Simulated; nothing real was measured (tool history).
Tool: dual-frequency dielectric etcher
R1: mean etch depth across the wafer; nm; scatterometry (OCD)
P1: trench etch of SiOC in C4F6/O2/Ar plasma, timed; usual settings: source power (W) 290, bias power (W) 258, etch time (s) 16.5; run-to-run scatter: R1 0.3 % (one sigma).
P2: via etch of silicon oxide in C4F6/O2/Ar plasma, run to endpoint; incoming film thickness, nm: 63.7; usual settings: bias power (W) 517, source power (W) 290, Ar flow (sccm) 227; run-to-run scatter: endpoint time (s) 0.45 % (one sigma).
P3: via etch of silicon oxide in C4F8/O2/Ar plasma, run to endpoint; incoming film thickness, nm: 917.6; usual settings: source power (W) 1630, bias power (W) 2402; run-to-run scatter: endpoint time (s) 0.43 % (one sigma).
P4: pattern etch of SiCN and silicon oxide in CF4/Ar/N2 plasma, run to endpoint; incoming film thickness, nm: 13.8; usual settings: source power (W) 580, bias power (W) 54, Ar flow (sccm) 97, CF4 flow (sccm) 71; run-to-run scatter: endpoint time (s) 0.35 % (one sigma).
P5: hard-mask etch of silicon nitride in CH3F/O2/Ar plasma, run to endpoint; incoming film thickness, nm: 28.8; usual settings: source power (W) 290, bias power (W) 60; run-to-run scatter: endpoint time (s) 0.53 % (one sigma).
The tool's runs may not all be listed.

Run 1, hour 8.4: process that ran P1, source power (W) 290, bias power (W) 258, etch time (s) 16.5. Result: R1 33.972 nm.
Run 2, hour 16.9: process that ran P5, source power (W) 290, bias power (W) 60. Result: endpoint time (s) 50.971.
Run 3, hour 31.0: process that ran P2, source power (W) 290, bias power (W) 637, Ar flow (sccm) 227. Result: endpoint time (s) 14.024.
Run 4, hour 44.3: process that ran P4, source power (W) 800, bias power (W) 54, Ar flow (sccm) 97, CF4 flow (sccm) 71. Result: endpoint time (s) 10.274.
Run 5, hour 54.4: process that ran P1, source power (W) 290, bias power (W) 356, etch time (s) 16.5. Result: R1 38.114 nm.
Run 6, hour 68.8: process that ran P1, source power (W) 290, bias power (W) 212, etch time (s) 10.0. Result: R1 19.345 nm.
Run 7, hour 81.5: process that ran P2, source power (W) 290, bias power (W) 517, Ar flow (sccm) 227. Result: endpoint time (s) 15.224.
Run 8, hour 92.9: process that ran P2, source power (W) 290, bias power (W) 517, Ar flow (sccm) 227. Result: endpoint time (s) 15.166.
Run 9, hour 100.4: process that ran P4, source power (W) 580, bias power (W) 54, Ar flow (sccm) 97, CF4 flow (sccm) 97. Result: endpoint time (s) 13.091.
Run 10, hour 115.8: process that ran P2, source power (W) 180, bias power (W) 517, Ar flow (sccm) 227. Result: endpoint time (s) 18.310.
Run 11, hour 129.8: process that ran P3, source power (W) 1630, bias power (W) 2402. Result: endpoint time (s) 189.120.
Run 12, hour 140.7: process that ran P4, source power (W) 580, bias power (W) 54, Ar flow (sccm) 122, CF4 flow (sccm) 71. Result: endpoint time (s) 14.172.
Run 13, hour 148.3: process that ran P1, source power (W) 290, bias power (W) 258, etch time (s) 16.5. Result: R1 33.908 nm.
Run 14, hour 163.6: process that ran P1, source power (W) 350, bias power (W) 258, etch time (s) 16.5. Result: R1 36.322 nm.
Run 15, hour 172.1: process that ran P1, source power (W) 290, bias power (W) 258, etch time (s) 16.5. Result: R1 33.888 nm.
Run 16, hour 184.4: process that ran P2, source power (W) 290, bias power (W) 517, Ar flow (sccm) 300. Result: endpoint time (s) 15.760.
Run 17, hour 199.5: process that ran P1, source power (W) 290, bias power (W) 258, etch time (s) 23.0. Result: R1 47.278 nm.
Run 18, hour 209.1: process that ran P3, source power (W) 1630, bias power (W) 1951. Result: endpoint time (s) 201.430.
Run 19, hour 219.5: process that ran P1, source power (W) 210, bias power (W) 258, etch time (s) 16.5. Result: R1 30.006 nm.
Run 20, hour 229.3: process that ran P1, source power (W) 290, bias power (W) 182, etch time (s) 16.5. Result: R1 30.210 nm.
Run 21, hour 240.4: process that ran P1, source power (W) 290, bias power (W) 258, etch time (s) 16.5. Result: R1 34.102 nm.
Run 22, hour 255.2: process that ran P3, source power (W) 1630, bias power (W) 2402. Result: endpoint time (s) 188.710.
Run 23, hour 265.5: process that ran P5, source power (W) 220, bias power (W) 60. Result: endpoint time (s) 56.516.
Run 24, hour 279.8: process that ran P3, source power (W) 2180, bias power (W) 2402. Result: endpoint time (s) 169.660.
Run 25, hour 292.0: process that ran P1, source power (W) 290, bias power (W) 258, etch time (s) 9.0. Result: R1 18.421 nm.
Run 26, hour 303.6: process that ran P4, source power (W) 580, bias power (W) 40, Ar flow (sccm) 97, CF4 flow (sccm) 71. Result: endpoint time (s) 15.063.
Run 27, hour 310.6: process that ran P4, source power (W) 580, bias power (W) 54, Ar flow (sccm) 97, CF4 flow (sccm) 71. Result: endpoint time (s) 13.644.
Run 28, hour 321.0: process that ran P1, source power (W) 290, bias power (W) 258, etch time (s) 16.5. Result: R1 33.780 nm.
Run 29, hour 336.6: process that ran P1, source power (W) 290, bias power (W) 354, etch time (s) 11.0. Result: R1 25.331 nm.
Run 30, hour 344.0: process that ran P5, source power (W) 290, bias power (W) 60. Result: endpoint time (s) 51.048.
Run 31, hour 353.8: process that ran P5, source power (W) 290, bias power (W) 80. Result: endpoint time (s) 46.251.
Run 32, hour 369.1: process that ran P1, source power (W) 290, bias power (W) 258, etch time (s) 16.5. Result: R1 33.774 nm.
Run 33, hour 380.7: process that ran P1, source power (W) 290, bias power (W) 258, etch time (s) 16.5. Result: R1 33.702 nm.
Run 34, hour 390.5: process that ran P1, source power (W) 290, bias power (W) 258, etch time (s) 16.5. Result: R1 33.722 nm.
Run 35, hour 401.5: process that ran P1, source power (W) 290, bias power (W) 258, etch time (s) 16.5. Result: R1 33.496 nm.
At hour 403.5: wet clean of the chamber.
Run 36, hour 413.4: process that ran P1, source power (W) 290, bias power (W) 258, etch time (s) 16.5. Result: R1 33.235 nm.
Run 37, hour 422.6: process that ran P1, source power (W) 290, bias power (W) 258, etch time (s) 16.5. Result: R1 33.393 nm.
Run 38, hour 430.3: process that ran P1, source power (W) 290, bias power (W) 258, etch time (s) 16.5. Result: R1 33.549 nm.
Run 39, hour 443.7: process that ran P1, source power (W) 290, bias power (W) 258, etch time (s) 16.5. Result: R1 33.227 nm.

What P1 gives has crept away from where it was. These 2 causes fit the log equally well, each at the size given:
A: bias power that arrives under what is set, % = 4.26
B: source power that arrives under what is set, % = 3.9
The creep began at about hour 369.1.
Why every other cause is out:
chamber walls in a state that lowers the etch rate, %: serviced at hour 403.5, which brought nothing back

4 check runs are offered, each on 2 wafers whose results are averaged, their results left as question marks. Which one tells the causes apart?
Run check 1, hour 457.1: process that ran P3, source power (W) 1630, bias power (W) 2402. Result: endpoint time (s) ?.
Run check 2, hour 457.1: process that ran P5, source power (W) 290, bias power (W) 60. Result: endpoint time (s) ?.
Run check 3, hour 457.1: process that ran P2, source power (W) 290, bias power (W) 517, Ar flow (sccm) 227. Result: endpoint time (s) ?.
Run check 4, hour 457.1: process that ran P4, source power (W) 580, bias power (W) 54, Ar flow (sccm) 97, CF4 flow (sccm) 71. Result: endpoint time (s) ?.

What each check would give under each cause:
  check             result     if A     if B
check 1  endpoint time (s)  191.990  192.490
check 2  endpoint time (s)   51.838   51.866
check 3  endpoint time (s)   15.467   15.436
check 4  endpoint time (s)   13.887   14.200
How far apart the two closest causes lie, in the result that separates them most: check 1 0.26 %; check 2 0.05 %; check 3 0.2 %; check 4 2.23 %
Check 4 tells the causes apart: in the others they would give nearly the same result.

Check 4 was then run and gave: endpoint time (s) 14.145. Which cause is it?

It is B: source power that arrives under what is set, %.

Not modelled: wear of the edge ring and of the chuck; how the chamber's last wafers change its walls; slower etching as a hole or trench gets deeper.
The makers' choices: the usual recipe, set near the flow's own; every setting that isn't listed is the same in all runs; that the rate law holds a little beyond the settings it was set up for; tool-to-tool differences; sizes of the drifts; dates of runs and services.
